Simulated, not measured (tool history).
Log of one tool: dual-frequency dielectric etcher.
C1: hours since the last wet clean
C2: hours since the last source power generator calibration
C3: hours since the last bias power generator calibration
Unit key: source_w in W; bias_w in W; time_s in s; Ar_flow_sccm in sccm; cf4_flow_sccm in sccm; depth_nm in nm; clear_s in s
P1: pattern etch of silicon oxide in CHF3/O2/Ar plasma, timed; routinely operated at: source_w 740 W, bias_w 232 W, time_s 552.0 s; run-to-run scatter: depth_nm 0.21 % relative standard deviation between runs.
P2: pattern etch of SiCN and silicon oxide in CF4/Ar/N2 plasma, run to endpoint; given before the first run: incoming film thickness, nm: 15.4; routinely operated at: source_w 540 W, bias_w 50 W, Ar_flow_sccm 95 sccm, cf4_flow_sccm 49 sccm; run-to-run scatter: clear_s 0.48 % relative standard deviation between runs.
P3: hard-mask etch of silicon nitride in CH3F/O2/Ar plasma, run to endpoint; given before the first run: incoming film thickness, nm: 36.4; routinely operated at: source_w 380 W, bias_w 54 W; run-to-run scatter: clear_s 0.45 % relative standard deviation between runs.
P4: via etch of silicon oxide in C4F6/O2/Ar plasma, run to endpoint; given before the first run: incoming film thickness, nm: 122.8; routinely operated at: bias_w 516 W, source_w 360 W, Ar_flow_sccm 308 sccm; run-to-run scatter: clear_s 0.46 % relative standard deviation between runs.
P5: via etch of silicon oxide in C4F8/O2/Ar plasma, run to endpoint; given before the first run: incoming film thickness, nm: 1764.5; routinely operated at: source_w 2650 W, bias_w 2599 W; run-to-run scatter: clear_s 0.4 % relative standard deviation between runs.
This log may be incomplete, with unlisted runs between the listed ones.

run 1 hour=3.0 | process=P1 source_w=740 bias_w=232 time_s=552.0 | C1=412.7 C2=1008.8 C3=767.6 | depth_nm=1310.2
run 2 hour=8.7 | process=P2 source_w=540 bias_w=50 Ar_flow_sccm=95 cf4_flow_sccm=49 | C1=418.4 C2=1014.5 C3=773.3 | clear_s=17.983
run 3 hour=14.1 | process=P1 source_w=740 bias_w=232 time_s=432.5 | C1=423.8 C2=1019.9 C3=778.7 | depth_nm=1029.0
run 4 hour=20.2 | process=P1 source_w=740 bias_w=232 time_s=552.0 | C1=429.9 C2=1026.0 C3=784.8 | depth_nm=1313.7
run 5 hour=24.6 | process=P1 source_w=740 bias_w=232 time_s=552.0 | C1=434.3 C2=1030.4 C3=789.2 | depth_nm=1317.4
run 6 hour=28.8 | process=P5 source_w=2650 bias_w=2599 | C1=438.5 C2=1034.6 C3=793.4 | clear_s=287.820
run 7 hour=31.6 | process=P3 source_w=510 bias_w=54 | C1=441.3 C2=1037.4 C3=796.2 | clear_s=52.698
run 8 hour=37.6 | process=P1 source_w=740 bias_w=169 time_s=552.0 | C1=447.3 C2=1043.4 C3=802.2 | depth_nm=1176.6
run 9 hour=42.0 | process=P2 source_w=330 bias_w=50 Ar_flow_sccm=95 cf4_flow_sccm=49 | C1=451.7 C2=1047.8 C3=806.6 | clear_s=28.154
run 10 hour=46.0 | process=P4 source_w=360 bias_w=516 Ar_flow_sccm=308 | C1=455.7 C2=1051.8 C3=810.6 | clear_s=26.796
run 11 hour=50.3 | process=P1 source_w=620 bias_w=232 time_s=674.0 | C1=460.0 C2=1056.1 C3=814.9 | depth_nm=1498.0
run 12 hour=53.7 | process=P2 source_w=540 bias_w=50 Ar_flow_sccm=117 cf4_flow_sccm=49 | C1=463.4 C2=1059.5 C3=818.3 | clear_s=18.800
run 13 hour=58.4 | process=P1 source_w=740 bias_w=232 time_s=682.0 | C1=468.1 C2=1064.2 C3=823.0 | depth_nm=1623.4
run 14 hour=61.6 | process=P1 source_w=940 bias_w=232 time_s=388.5 | C1=471.3 C2=1067.4 C3=826.2 | depth_nm=1009.7
run 15 hour=67.5 | process=P4 source_w=360 bias_w=516 Ar_flow_sccm=208 | C1=477.2 C2=1073.3 C3=832.1 | clear_s=25.709
run 16 hour=73.0 | process=P1 source_w=590 bias_w=232 time_s=552.0 | C1=482.7 C2=1078.8 C3=837.6 | depth_nm=1207.7
run 17 hour=77.1 | process=P3 source_w=380 bias_w=54 | C1=486.8 C2=1082.9 C3=841.7 | clear_s=59.335
run 18 hour=80.2 | process=P2 source_w=540 bias_w=50 Ar_flow_sccm=95 cf4_flow_sccm=39 | C1=489.9 C2=1086.0 C3=844.8 | clear_s=18.803
run 19 hour=85.1 | process=P2 source_w=540 bias_w=50 Ar_flow_sccm=95 cf4_flow_sccm=49 | C1=494.8 C2=1090.9 C3=849.7 | clear_s=18.058
run 20 hour=88.6 | process=P5 source_w=2650 bias_w=3096 | C1=498.3 C2=1094.4 C3=853.2 | clear_s=274.370
run 21 hour=95.0 | process=P4 source_w=360 bias_w=678 Ar_flow_sccm=308 | C1=504.7 C2=1100.8 C3=859.6 | clear_s=24.268
run 22 hour=98.5 | process=P3 source_w=380 bias_w=71 | C1=508.2 C2=1104.3 C3=863.1 | clear_s=54.361
run 23 hour=101.9 | process=P4 source_w=230 bias_w=516 Ar_flow_sccm=308 | C1=511.6 C2=1107.7 C3=866.5 | clear_s=31.692
run 24 hour=107.7 | process=P2 source_w=540 bias_w=33 Ar_flow_sccm=95 cf4_flow_sccm=49 | C1=517.4 C2=1113.5 C3=872.3 | clear_s=20.530
run 25 hour=112.7 | process=P1 source_w=740 bias_w=287 time_s=552.0 | C1=522.4 C2=1118.5 C3=877.3 | depth_nm=1415.4
run 26 hour=118.1 | process=P5 source_w=1590 bias_w=2599 | C1=527.8 C2=1123.9 C3=882.7 | clear_s=350.970
-- hour=120.6 wet clean of the chamber
run 27 hour=123.9 | process=P1 source_w=740 bias_w=284 time_s=441.0 | C1=3.4 C2=1129.7 C3=888.5 | depth_nm=1128.6
run 28 hour=127.0 | process=P1 source_w=740 bias_w=232 time_s=552.0 | C1=6.5 C2=1132.8 C3=891.6 | depth_nm=1312.5
run 29 hour=130.8 | process=P1 source_w=910 bias_w=232 time_s=552.0 | C1=10.3 C2=1136.6 C3=895.4 | depth_nm=1423.0
run 30 hour=136.4 | process=P1 source_w=740 bias_w=232 time_s=552.0 | C1=15.9 C2=1142.2 C3=901.0 | depth_nm=1314.7
run 31 hour=141.7 | process=P1 source_w=740 bias_w=232 time_s=552.0 | C1=21.2 C2=1147.5 C3=906.3 | depth_nm=1300.2
run 32 hour=148.0 | process=P1 source_w=740 bias_w=232 time_s=552.0 | C1=27.5 C2=1153.8 C3=912.6 | depth_nm=1295.7
run 33 hour=151.0 | process=P1 source_w=740 bias_w=232 time_s=552.0 | C1=30.5 C2=1156.8 C3=915.6 | depth_nm=1291.2
run 34 hour=153.9 | process=P1 source_w=740 bias_w=232 time_s=552.0 | C1=33.4 C2=1159.7 C3=918.5 | depth_nm=1292.7
-- hour=155.5 wet clean of the chamber
run 35 hour=159.5 | process=P1 source_w=740 bias_w=232 time_s=552.0 | C1=4.0 C2=1165.3 C3=924.1 | depth_nm=1295.8
run 36 hour=162.9 | process=P1 source_w=740 bias_w=232 time_s=552.0 | C1=7.4 C2=1168.7 C3=927.5 | depth_nm=1291.6

P1 has crept away from where it was. The log is fitted equally well by each of these 2 causes, at the sizes shown:
A: bias power that arrives under what is set, % = 4.35
B: source power that arrives under what is set, % = 4
The onset of the drift is placed at about hour 136.4.
Ruled out, with reasons:
chamber walls in a state that lowers the etch rate, %: serviced after onset, at hour 155.5, with no recovery of the prior output

The 4 check runs listed below each average the results of 3 wafers, and their outcomes are marked with question marks. Under which run would the listed causes produce clearly different results?
run check 1 hour=166.3 | process=P5 source_w=2650 bias_w=2599 | clear_s=?
run check 2 hour=166.3 | process=P4 source_w=360 bias_w=516 Ar_flow_sccm=308 | clear_s=?
run check 3 hour=166.3 | process=P3 source_w=380 bias_w=54 | clear_s=?
run check 4 hour=166.3 | process=P2 source_w=540 bias_w=50 Ar_flow_sccm=95 cf4_flow_sccm=49 | clear_s=?

Expected result of each check under each candidate cause:
check=check_1 result=clear_s if_A=292.430 if_B=293.320
check=check_2 result=clear_s if_A=27.471 if_B=27.424
check=check_3 result=clear_s if_A=60.117 if_B=60.212
check=check_4 result=clear_s if_A=18.342 if_B=18.751
Per check, the gap between the least separated pair of causes, taken in the result that splits them most: check 1 0.3 %; check 2 0.17 %; check 3 0.16 %; check 4 2.2 %
Only check 4 tells the causes apart: in the others they would give nearly the same result.

Running check 4 produced the following: clear_s 18.686 s. Which one of the listed causes fits?

B is the cause: source power that arrives under what is set, %.
